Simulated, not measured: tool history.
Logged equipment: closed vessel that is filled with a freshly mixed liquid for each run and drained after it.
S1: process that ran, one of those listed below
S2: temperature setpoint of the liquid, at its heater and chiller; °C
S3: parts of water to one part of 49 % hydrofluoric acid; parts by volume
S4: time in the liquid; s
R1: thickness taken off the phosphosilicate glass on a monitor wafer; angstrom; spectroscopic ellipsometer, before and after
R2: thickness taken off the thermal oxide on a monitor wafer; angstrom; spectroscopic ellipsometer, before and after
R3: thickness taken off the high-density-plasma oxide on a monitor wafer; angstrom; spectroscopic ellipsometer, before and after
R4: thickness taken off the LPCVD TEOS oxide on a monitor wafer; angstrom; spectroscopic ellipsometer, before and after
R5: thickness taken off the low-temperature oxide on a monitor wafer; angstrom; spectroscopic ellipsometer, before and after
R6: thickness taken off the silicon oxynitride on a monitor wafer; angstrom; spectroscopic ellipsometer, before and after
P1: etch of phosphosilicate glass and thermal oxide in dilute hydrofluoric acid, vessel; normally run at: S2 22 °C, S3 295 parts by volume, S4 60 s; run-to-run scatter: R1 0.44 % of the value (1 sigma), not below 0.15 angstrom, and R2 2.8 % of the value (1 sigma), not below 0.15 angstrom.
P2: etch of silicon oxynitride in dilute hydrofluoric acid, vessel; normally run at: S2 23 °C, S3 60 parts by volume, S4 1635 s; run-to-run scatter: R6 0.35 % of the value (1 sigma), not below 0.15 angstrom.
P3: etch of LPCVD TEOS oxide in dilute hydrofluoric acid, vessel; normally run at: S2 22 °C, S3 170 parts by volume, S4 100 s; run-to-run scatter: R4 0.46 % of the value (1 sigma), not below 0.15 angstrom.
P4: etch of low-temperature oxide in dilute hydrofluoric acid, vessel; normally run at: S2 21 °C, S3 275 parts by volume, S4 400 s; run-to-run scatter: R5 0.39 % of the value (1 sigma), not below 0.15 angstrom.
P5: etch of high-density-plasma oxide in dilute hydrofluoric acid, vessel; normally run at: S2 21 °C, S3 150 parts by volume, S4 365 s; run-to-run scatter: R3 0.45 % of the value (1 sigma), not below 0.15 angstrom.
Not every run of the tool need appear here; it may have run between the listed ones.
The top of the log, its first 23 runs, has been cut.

run    day  S1  S2   S3    S4      R1      R2      R3      R4      R5      R6
 24  5.317  P1  28  295    60  138.41   9.215
 25  5.462  P1  22  295    30  56.398  3.6446
 26  5.633  P5  21   70   365                  240.19
 27  5.842  P4  21  275   690                                  290.99
 28  6.129  P2  23   90  1635                                          366.51
 29  6.404  P1  22  295   120  225.76  14.838
 30  6.671  P3  30  170   100                          120.87
 31   6.85  P2  17   60  1635                                           418.8
 32  7.025  P1  18  295    60  98.285  6.6401

What does the tool deliver on the next run?
 33  7.158  P1  22  295  60   ?   ?

R1: 113.03 angstrom
R2: 7.4496 angstrom

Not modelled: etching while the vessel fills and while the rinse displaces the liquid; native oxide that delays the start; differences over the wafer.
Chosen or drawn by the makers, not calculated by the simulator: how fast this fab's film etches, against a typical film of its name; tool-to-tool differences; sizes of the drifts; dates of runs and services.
